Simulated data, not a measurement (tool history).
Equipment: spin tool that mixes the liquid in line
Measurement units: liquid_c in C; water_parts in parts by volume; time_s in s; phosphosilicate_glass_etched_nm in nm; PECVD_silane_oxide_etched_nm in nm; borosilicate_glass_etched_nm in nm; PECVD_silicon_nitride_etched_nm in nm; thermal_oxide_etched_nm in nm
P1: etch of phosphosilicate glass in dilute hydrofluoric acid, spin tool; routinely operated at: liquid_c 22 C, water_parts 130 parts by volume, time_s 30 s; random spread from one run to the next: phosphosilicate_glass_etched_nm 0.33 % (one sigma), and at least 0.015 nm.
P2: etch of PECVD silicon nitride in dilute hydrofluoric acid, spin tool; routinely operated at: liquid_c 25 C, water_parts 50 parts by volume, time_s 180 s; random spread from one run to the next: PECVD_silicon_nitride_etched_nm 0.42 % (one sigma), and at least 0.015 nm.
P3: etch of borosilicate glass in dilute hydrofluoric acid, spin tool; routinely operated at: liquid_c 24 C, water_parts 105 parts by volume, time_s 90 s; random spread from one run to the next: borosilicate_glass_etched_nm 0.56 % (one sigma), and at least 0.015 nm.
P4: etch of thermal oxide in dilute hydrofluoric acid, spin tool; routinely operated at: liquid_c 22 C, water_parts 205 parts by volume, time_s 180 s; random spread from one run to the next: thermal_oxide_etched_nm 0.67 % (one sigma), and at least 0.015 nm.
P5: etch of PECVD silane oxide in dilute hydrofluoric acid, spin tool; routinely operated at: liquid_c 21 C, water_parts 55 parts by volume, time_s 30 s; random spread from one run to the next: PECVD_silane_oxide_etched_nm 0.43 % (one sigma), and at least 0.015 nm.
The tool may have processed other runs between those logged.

run	hour	process	liquid_c	water_parts	time_s	phosphosilicate_glass_etched_nm	PECVD_silane_oxide_etched_nm	borosilicate_glass_etched_nm	PECVD_silicon_nitride_etched_nm	thermal_oxide_etched_nm
1	4.9	P1	22	130	30	26.298				
2	11.8	P5	21	55	30		22.085			
3	16.3	P1	17	130	30	21.689				
4	23.4	P1	22	70	30	52.121				
5	31.1	P3	24	105	90			38.557		
6	35.8	P5	21	100	30		11.567			
7	45.1	P3	24	105	90			38.449		
8	53.1	P3	17	105	90			28.679		
9	62.7	P1	22	130	30	26.326				
10	71.8	P1	22	130	15	13.12				
11	81.7	P1	29	130	30	34.492				
12	87.3	P2	25	20	180				51.518	
# hour 91.8: hydrofluoric acid flow meter replaced
13	96.6	P1	30	65	30	78.507				
14	101.6	P5	28.5	55	30		29.878			
15	107.3	P4	22	70	180					11.611
16	114.8	P1	22	130	30	26.444				
17	124.1	P2	25	50	180				21.3	
18	132.3	P5	21	55	15		11.015			
19	139.3	P2	29	50	180				27.907	
20	146.9	P4	22	205	180					3.3958
21	152.7	P1	22	130	30	26.412				
22	162.5	P4	22	205	15					0.30231
23	169.6	P3	24	105	140			59.488		
24	179.4	P1	22	210	30	15.074				
25	187	P1	22	130	55	48.501				
26	196.5	P2	25	50	180				21.252	
27	202.7	P3	24	145	90			26.615		
28	210.6	P1	22	130	30	26.539				
29	219.3	P2	25	50	15				1.7686	
30	229.2	P4	28	205	180					4.236
31	234.6	P5	21	55	30		21.888			
32	243.9	P1	22	130	30	26.358				
33	252.7	P1	22	130	30	27.431				
34	259.3	P1	22	130	30	27.957				
35	265.2	P1	22	130	30	28.231				
36	272	P1	22	130	30	28.505				
37	277.5	P1	22	130	30	28.363				
38	283.8	P1	22	130	30	28.757				
39	288.3	P1	22	130	30	28.773				
40	294.4	P1	22	130	30	28.728				
41	300.3	P1	22	130	30	28.823				
42	305.3	P1	22	130	30	28.907				
43	315.1	P1	22	130	30	29.002				

The log shows P1 creeping away from where it was. Any of the 2 causes listed here, at the size stated for it, fits the log just as well as the others:
A: hydrofluoric acid flow above the setpoint (%) = 8.46
B: liquid hotter than its thermometer reads (K) = 2.37
Creep in the process output first set in at about hour 243.9.

The check runs listed below each take one wafer, and their results are still question marks. Under which run would the listed causes lead to clearly different results?
check 1	324.9	P4	27.5	205	15					?
check 2	324.9	P3	17	105	140			?		
check 3	324.9	P2	25	20	25				?	
check 4	324.9	P5	28.5	75	30		?			

Predicted outcomes, by check and by cause:
check	result	if A	if B
check 1	thermal_oxide_etched_nm	0.38274	0.37627
check 2	borosilicate_glass_etched_nm	48.996	49.435
check 3	PECVD_silicon_nitride_etched_nm	7.7776	8.4486
check 4	PECVD_silane_oxide_etched_nm	23.395	23.431
Smallest distance between any two causes, each pair judged by its most separating result, in per cent: check 1 1.7 %; check 2 0.89 %; check 3 8.27 %; check 4 0.15 %
Check 3 tells the causes apart: in the others they would give nearly the same result.

Check 3 has now been run. It gave: PECVD_silicon_nitride_etched_nm 7.7662 nm. Which of the candidate causes is it?

A is the cause: hydrofluoric acid flow above the setpoint (%).
